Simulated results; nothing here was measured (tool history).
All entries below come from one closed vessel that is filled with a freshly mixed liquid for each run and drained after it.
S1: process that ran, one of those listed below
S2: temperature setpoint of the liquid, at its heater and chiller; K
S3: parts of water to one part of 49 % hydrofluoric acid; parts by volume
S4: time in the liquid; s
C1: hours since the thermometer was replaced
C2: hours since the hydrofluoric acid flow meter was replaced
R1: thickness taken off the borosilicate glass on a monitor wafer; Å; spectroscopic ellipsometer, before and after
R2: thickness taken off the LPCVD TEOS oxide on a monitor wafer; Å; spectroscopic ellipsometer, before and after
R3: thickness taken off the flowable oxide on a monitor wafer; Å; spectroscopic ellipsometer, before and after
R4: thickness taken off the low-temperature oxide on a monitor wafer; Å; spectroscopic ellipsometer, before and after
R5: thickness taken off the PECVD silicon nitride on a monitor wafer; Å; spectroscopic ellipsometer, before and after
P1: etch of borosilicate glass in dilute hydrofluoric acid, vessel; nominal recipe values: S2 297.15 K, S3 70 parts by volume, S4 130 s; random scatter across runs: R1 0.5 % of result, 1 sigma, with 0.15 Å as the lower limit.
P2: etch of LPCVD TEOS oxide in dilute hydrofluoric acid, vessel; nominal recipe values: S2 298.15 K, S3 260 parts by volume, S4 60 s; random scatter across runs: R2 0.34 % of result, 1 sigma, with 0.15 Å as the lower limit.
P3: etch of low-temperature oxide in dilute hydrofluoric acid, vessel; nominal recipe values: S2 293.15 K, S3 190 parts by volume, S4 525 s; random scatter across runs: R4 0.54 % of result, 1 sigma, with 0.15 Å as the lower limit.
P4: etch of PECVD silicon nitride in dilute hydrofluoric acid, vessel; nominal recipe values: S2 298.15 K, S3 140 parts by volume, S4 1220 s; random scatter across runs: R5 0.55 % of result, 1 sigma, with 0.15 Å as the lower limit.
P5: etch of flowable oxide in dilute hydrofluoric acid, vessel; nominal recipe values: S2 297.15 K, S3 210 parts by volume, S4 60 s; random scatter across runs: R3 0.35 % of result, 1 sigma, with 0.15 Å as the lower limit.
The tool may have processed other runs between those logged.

run    day  S1      S2   S3    S4     C1      C2       R1       R2       R3        R4       R5
  1  0.279  P1  297.15   70   130  559.4  1010.6   503.86
  2  0.562  P1  297.15   70   130  566.2  1017.4   498.72
  3  0.688  P2  290.15  260    60  569.2  1020.4            77.312
  4  0.821  P1  297.15   25   130  572.4  1023.6  1479.20
  5  0.975  P5  303.65  210    60  576.1  1027.3                    127.140
  6  1.238  P3  290.15  190   525  582.4  1033.6                              430.530
  7  1.517  P5  297.15   95    60  589.1  1040.3                    254.340
  8  1.762  P2  298.15   85    60  595.0  1046.2           387.970
  9  1.912  P1  297.15   70   130  598.6  1049.8   500.71
 10  2.062  P4  298.15  140  1790  602.2  1053.4                                       230.490
 11  2.325  P3  293.15   90   525  608.5  1059.7                             1140.600
 12  2.471  P4  298.15  140  1220  612.0  1063.2                                       157.950
 13  2.596  P1  297.15   70   130  615.0  1066.2   502.35
 14  2.850  P2  298.15  260    60  621.1  1072.3           103.810
 15  3.042  P2  298.15  260    60  625.7  1076.9           103.870
 16  3.317  P5  297.15  210    30  632.3  1083.5                     50.782
 17  3.488  P1  297.15   70    30  636.4  1087.6   115.62
 18  3.662  P1  297.15   70   200  640.6  1091.8   768.67
 19  3.875  P3  293.15  190   525  645.7  1096.9                              490.200
 20  4.050  P1  290.65   95   130  649.9  1101.1   272.54
 21  4.175  P1  290.65   70   225  652.9  1104.1   658.64
 22  4.358  P1  297.15  115   130  657.3  1108.5   287.53
 23  4.554  P1  297.15   70   130  662.0  1113.2   498.92
 24  4.725  P1  293.15   70   130  666.1  1117.3   428.46
 25  4.971  P1  297.15   70   130  672.0  1123.2   502.32
 26  5.162  P5  297.15  210    60  676.6  1127.8                    101.350
 27  5.338  P2  298.15  260    90  680.8  1132.0           155.790
 28  5.529  P3  293.15  190    30  685.4  1136.6                               27.823
 29  5.654  P1  297.15  125   180  688.4  1139.6   364.66
 30  5.867  P4  290.15  140  1220  693.5  1144.7                                        92.016
 31  6.038  P4  298.15  255  1220  697.6  1148.8                                        86.639
 32  6.271  P5  297.15  210    60  703.2  1154.4                    100.540
 33  6.479  P1  303.65   70   130  708.2  1159.4   650.92
 34  6.692  P1  297.15   70   130  713.3  1164.5   499.70
 35  6.917  P1  297.15   70   130  718.7  1169.9   520.70
 36  7.146  P1  297.15   70   130  724.2  1175.4   527.34
 37  7.275  P1  297.15   70   130  727.3  1178.5   534.51
 38  7.462  P1  297.15   70   130  731.8  1183.0   533.73
 39  7.621  P1  297.15   70   130  735.6  1186.8   538.84
 40  7.792  P1  297.15   70   130  739.7  1190.9   535.86
 41  7.929  P1  297.15   70   130  743.0  1194.2   538.20
 42  8.100  P1  297.15   70   130  747.1  1198.3   541.75

The log shows P1 creeping away from where it was. Any of the 2 causes listed here, at the size stated for it, fits the log just as well as the others:
A: liquid hotter than its thermometer reads (K) = 1.98
B: hydrofluoric acid flow above the setpoint (%) = 7.57
The creep began at about day 6.692.

Each of the 4 check runs below uses one wafer; its results are left as question marks. Which run tells the causes apart?
check 1  8.271  P3  290.15  190    60                       ?
check 2  8.271  P4  293.65  225  1220                           ?
check 3  8.271  P2  293.65  155    60               ?
check 4  8.271  P5  297.15  125    60                   ?

Outcome of each check run for each possible cause:
  check  result     if A     if B
check 1      R4   53.324   53.691
check 2      R5   83.766   79.199
check 3      R2  177.470  178.740
check 4      R3  201.510  202.960
Separation of the two closest causes in each check, using whichever result separates them best: check 1 0.69 %; check 2 5.61 %; check 3 0.71 %; check 4 0.72 %
The other checks would show nearly matching results whichever cause is true, so check 2 is the only one that separates the causes.

With check 2 done, the readings were: R5 84.259 Å. Identify which of the listed causes applies.

It was cause A: liquid hotter than its thermometer reads (K).
